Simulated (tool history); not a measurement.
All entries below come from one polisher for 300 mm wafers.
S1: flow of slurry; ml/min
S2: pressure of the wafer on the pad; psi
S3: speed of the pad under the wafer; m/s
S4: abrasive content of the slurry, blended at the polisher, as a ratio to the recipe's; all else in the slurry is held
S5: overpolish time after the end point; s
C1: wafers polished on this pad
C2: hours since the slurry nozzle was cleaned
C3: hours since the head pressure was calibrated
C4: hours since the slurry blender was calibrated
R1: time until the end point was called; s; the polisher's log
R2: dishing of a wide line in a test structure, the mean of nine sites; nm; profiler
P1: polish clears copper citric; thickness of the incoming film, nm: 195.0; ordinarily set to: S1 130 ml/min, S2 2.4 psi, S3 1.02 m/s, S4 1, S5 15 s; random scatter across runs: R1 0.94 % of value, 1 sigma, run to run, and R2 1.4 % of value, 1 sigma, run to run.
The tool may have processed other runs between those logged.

run	hour	S1	S2	S3	S4	S5	C1	C2	C3	C4	R1	R2
1	5.4	130	2.4	1.02	1	15	413	234.8	479.4	144.3	88.427	20.07
2	10.1	130	2.4	1.02	1	28	450	239.5	484.1	149	88.215	30.771
3	13.1	130	2.4	0.54	1	15	474	242.5	487.1	152	162.89	12.761
4	17.3	130	2.4	1.02	1	15	507	246.7	491.3	156.2	87.291	20.2
5	21.4	130	2.4	1.02	1	15	539	250.8	495.4	160.3	88.97	20.088
6	28.2	130	2.4	1.02	1	15	593	257.6	502.2	167.1	89.622	19.644
7	34.7	80	2.4	1.02	1	15	644	264.1	508.7	173.6	99.781	18.448
8	39.6	200	2.4	1.02	1	15	683	269	513.6	178.5	83.497	21.394
9	45.7	130	1.7	1.02	1	15	731	275.1	519.7	184.6	123.62	15.574
10	49.3	130	2.4	1.02	1	4	760	278.7	523.3	188.2	87.525	6.5921
11	53	130	3.2	1.02	1.3	15	789	282.4	527	191.9	62.563	26.205
12	56.3	130	3.2	1.02	1	15	815	285.7	530.3	195.2	66.52	25.027
13	60.5	130	2.4	1.02	1	15	848	289.9	534.5	199.4	87.061	20.642
14	64.8	130	2.4	1.02	1.35	24	882	294.2	538.8	203.7	81.494	28.831
15	70.3	130	2.4	1.02	0.6	15	925	299.7	544.3	209.2	97.317	19.007
16	76.4	130	2.4	1.02	1.45	15	974	305.8	550.4	215.3	81.639	21.814
17	79.7	130	2.4	1.38	1	15	1000	309.1	553.7	218.6	65.036	25.163
18	84.2	130	2.4	0.64	1	9	1035	313.6	558.2	223.1	137.24	9.1681
19	89.3	130	2.4	1.02	1	15	1076	318.7	563.3	228.2	87.949	20.499
20	94.7	130	2.4	1.02	1	15	1118	324.1	568.7	233.6	89.867	20.013
21	98.1	130	2.4	1.02	1	15	1145	327.5	572.1	237	92.179	20.446
22	104.6	130	2.4	1.02	1	15	1196	334	578.6	243.5	92.347	19.072
23	110.9	130	2.4	1.02	1	15	1246	340.3	584.9	249.8	95.023	19.882
# hour 116.2: head pressure recalibrated
24	117.2	130	2.4	1.02	1	15	1296	346.6	1.1	256.1	95.91	19.512
# hour 118.8: worn pad replaced by a new one
25	121.7	130	2.4	1.02	1	15	22	351.1	5.6	260.6	94.829	19.108
26	126.4	130	2.4	1.02	1	15	60	355.8	10.3	265.3	95.253	18.916
27	130	130	2.4	1.02	1	15	88	359.4	13.9	268.9	95.221	18.95
28	133.7	130	2.4	1.02	1	15	117	363.1	17.6	272.6	94.991	18.789

Compared with where it was, what P1 gives has crept away. Each cause listed below fits the log as well as the rest, at the size given for it:
A: slurry flow missing at the pad, % = 31.2
B: abrasive missing from the slurry, % = 34.4
The creep began at about hour 89.3.
Ruled out, with reasons:
removal rate lost through wear of the pad, %: serviced at hour 118.8, which brought nothing back
head's pressure below its setpoint, %: serviced at hour 116.2, which brought nothing back

Which of the check runs below tells the causes apart, meaning the causes would give it clearly different results? Each run uses 3 wafers whose results are averaged, and each result is shown as a question mark.
check 1	137.4	130	2.4	0.8	1.4	15					?	?
check 2	137.4	80	2.4	1.02	1	15					?	?
check 3	137.4	130	2.4	1.02	0.6	15					?	?
check 4	137.4	130	2.4	1.02	1	25					?	?

What every check run would give for each of its results, assuming each possible cause in turn:
check	result	if A	if B
check 1	R1	112.79	113.21
check 1	R2	16.868	16.818
check 2	R1	113.28	108.26
check 2	R2	16.79	17.397
check 3	R1	106.72	106.12
check 3	R2	17.592	17.669
check 4	R1	95.979	95.987
check 4	R2	27.139	27.137
Per check, the gap between the least separated pair of causes, taken in the result that splits them most: check 1 0.37 %; check 2 4.53 %; check 3 0.56 %; check 4 0.01 %
Check 2 is the one run that separates the causes; every other check would come out nearly the same whichever cause is at work.

Check 2 was carried out, with these results: R1 112.64 s; R2 16.905 nm. Which of the listed causes is responsible?

The correct cause is A, namely: slurry flow missing at the pad, %.
